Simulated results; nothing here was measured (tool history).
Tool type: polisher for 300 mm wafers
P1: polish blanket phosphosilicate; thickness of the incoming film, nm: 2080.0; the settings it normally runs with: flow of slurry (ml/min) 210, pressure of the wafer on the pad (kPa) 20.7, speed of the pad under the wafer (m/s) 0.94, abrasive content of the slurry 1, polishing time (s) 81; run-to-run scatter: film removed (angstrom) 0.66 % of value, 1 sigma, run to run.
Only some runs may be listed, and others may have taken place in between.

run	day	flow of slurry (ml/min)	pressure of the wafer on the pad (kPa)	speed of the pad under the wafer (m/s)	abrasive content of the slurry	polishing time (s)	wafers polished on this pad	hours since the slurry nozzle was cleaned	hours since the head pressure was calibrated	hours since the slurry blender was calibrated	hours since the conditioning disc was replaced	film removed (angstrom)
1	0.362	210	20.7	0.94	1	81	185	457.9	292.6	107.1	311.9	5666.6
2	0.588	210	20.7	0.52	1	81	255	463.3	298	112.5	317.3	3535.6
3	0.896	210	11.7	0.94	1	81	350	470.7	305.4	119.9	324.7	3197.4
4	1.183	210	20.7	0.94	1	81	439	477.6	312.3	126.8	331.6	5711.8
5	1.492	210	20.7	0.94	1	81	534	485	319.7	134.2	339	5706.1
6	1.933	210	20.7	0.94	1	39	670	495.6	330.3	144.8	349.6	2751.6
7	2.279	210	20.7	1.2	0.6	81	777	503.9	338.6	153.1	357.9	5261.2
8	2.646	210	27.6	0.94	1	81	890	512.7	347.4	161.9	366.7	7594.2
9	2.95	210	20.7	0.94	1.25	81	984	520	354.7	169.2	374	6276.8
10	3.3	210	20.7	0.94	1	108	1092	528.4	363.1	177.6	382.4	7550.6
11	3.746	125	20.7	0.94	1	81	1230	539.1	373.8	188.3	393.1	5208.2
12	4.088	210	20.7	1.46	1	81	1335	547.3	382	196.5	401.3	8064
13	4.433	210	20.7	0.94	1	81	1442	555.6	390.3	204.8	409.6	5676.8
14	4.717	210	20.7	0.94	0.5	81	1529	562.4	397.1	211.6	416.4	3910.9
15	4.946	330	20.7	0.94	1	81	1600	567.9	402.6	217.1	421.9	5934.5
16	5.271	210	20.7	0.94	1	81	1701	575.7	410.4	224.9	429.7	5685
17	5.621	210	20.7	0.94	1	81	1809	584.1	418.8	233.3	438.1	5547.6
18	6.067	210	20.7	0.94	1	81	1946	594.8	429.5	244	448.8	5393.9

The next listed run, before its measurement:
19	6.342	210	20.7	0.94	1	81	2031	601.4	436.1	250.6	455.4	?

Logged for run 19: film removed (angstrom) 5261.6.

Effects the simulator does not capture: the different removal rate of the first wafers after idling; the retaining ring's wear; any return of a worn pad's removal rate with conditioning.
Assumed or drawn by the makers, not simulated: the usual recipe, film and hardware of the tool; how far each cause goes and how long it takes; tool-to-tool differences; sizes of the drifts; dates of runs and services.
